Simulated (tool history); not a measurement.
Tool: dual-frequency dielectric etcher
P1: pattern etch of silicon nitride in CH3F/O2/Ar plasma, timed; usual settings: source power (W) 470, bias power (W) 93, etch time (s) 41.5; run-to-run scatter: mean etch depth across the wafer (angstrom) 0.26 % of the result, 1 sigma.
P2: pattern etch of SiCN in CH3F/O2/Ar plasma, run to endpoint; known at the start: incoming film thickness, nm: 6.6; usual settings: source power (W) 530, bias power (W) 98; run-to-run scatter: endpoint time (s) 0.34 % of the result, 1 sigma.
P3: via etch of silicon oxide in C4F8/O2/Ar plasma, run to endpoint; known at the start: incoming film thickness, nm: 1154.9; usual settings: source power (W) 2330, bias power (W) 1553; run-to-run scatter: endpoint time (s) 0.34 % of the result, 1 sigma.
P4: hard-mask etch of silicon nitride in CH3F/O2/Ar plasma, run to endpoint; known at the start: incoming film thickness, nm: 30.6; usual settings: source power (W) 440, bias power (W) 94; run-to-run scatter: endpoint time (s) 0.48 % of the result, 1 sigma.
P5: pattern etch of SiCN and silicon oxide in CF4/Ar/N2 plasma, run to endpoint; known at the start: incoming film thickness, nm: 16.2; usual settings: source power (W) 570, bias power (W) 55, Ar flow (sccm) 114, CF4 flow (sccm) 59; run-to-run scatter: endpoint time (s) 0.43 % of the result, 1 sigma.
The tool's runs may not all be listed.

run,hour,process that ran,source power (W),bias power (W),etch time (s),Ar flow (sccm),CF4 flow (sccm),mean etch depth across the wafer (angstrom),endpoint time (s)
1,13.2,P1,470,93,41.5,,,334.76,
2,24.3,P1,470,93,41.5,,,335.20,
3,34.1,P1,470,93,41.5,,,336.48,
4,44.8,P2,530,135,,,,,12.647
5,52.5,P1,470,93,56.0,,,450.15,
6,61.6,P5,570,55,,114,59,,17.108
7,72.5,P1,470,93,41.5,,,336.06,
8,81.8,P5,430,55,,114,59,,22.120
9,94.7,P5,570,33,,114,59,,20.091
10,102.6,P1,370,93,41.5,,,307.96,
11,115.7,P2,530,98,,,,,14.305
12,122.2,P5,570,55,,114,38,,18.693
13,128.7,P1,470,93,23.0,,,185.89,
14,138.0,P1,470,128,32.5,,,295.90,
15,151.1,P1,470,60,32.0,,,222.04,
16,158.8,P2,680,98,,,,,13.059
17,165.5,P3,2330,1553,,,,,229.340
18,177.5,P5,570,55,,114,59,,17.235
19,188.1,P4,440,94,,,,,37.757
20,200.9,P1,470,93,41.5,,,335.69,
21,211.9,P5,570,55,,139,59,,17.865
22,225.2,P1,370,93,57.0,,,420.09,
23,238.5,P3,2330,2125,,,,,211.120
24,248.0,P3,2330,1553,,,,,230.600
25,257.3,P1,630,93,41.5,,,376.14,
26,270.1,P1,470,93,41.5,,,335.38,
27,281.6,P4,440,68,,,,,42.632
28,293.7,P2,530,98,,,,,14.307
29,301.4,P1,470,124,41.5,,,372.40,
30,308.8,P1,470,68,41.5,,,301.64,
31,317.6,P4,290,94,,,,,44.512
32,327.7,P3,1560,1553,,,,,270.590
33,337.4,P1,470,93,41.5,,,334.61,
34,349.1,P1,470,93,41.5,,,336.95,
35,359.6,P1,470,93,41.5,,,338.68,
36,368.4,P1,470,93,41.5,,,339.54,
37,378.7,P1,470,93,41.5,,,339.85,
38,390.3,P1,470,93,41.5,,,341.12,
39,396.5,P1,470,93,41.5,,,340.08,
# hour 404.0: wet clean of the chamber
40,409.0,P1,470,93,41.5,,,339.36,
41,418.0,P1,470,93,41.5,,,339.96,
42,427.0,P1,470,93,41.5,,,339.82,
43,436.6,P1,470,93,41.5,,,341.99,

What P1 gives has crept away from where it was. These 2 causes fit the log equally well, each at the size given:
A: source power that arrives over what is set, % = 4.34
B: bias power that arrives over what is set, % = 4.53
The creep began at about hour 337.4.
Why every other cause is out:
chamber walls in a state that raises the etch rate, %: serviced at hour 404.0, which brought nothing back

4 check runs are offered, each on 2 wafers whose results are averaged, their results left as question marks. Which one tells the causes apart?
check 1,446.2,P3,2330,2019,,,,,?
check 2,446.2,P4,440,71,,,,,?
check 3,446.2,P5,570,44,,114,48,,?
check 4,446.2,P2,530,133,,,,,?

What each check would give under each cause:
check,result,if A,if B
check 1,endpoint time (s),210.660,211.590
check 2,endpoint time (s),41.300,41.344
check 3,endpoint time (s),18.484,18.921
check 4,endpoint time (s),12.523,12.500
How far apart the two closest causes lie, in the result that separates them most: check 1 0.44 %; check 2 0.11 %; check 3 2.34 %; check 4 0.18 %
Check 3 tells the causes apart: in the others they would give nearly the same result.

Then check 3 was run and gave: endpoint time (s) 19.016. Which cause is it?

It is B: bias power that arrives over what is set, %.
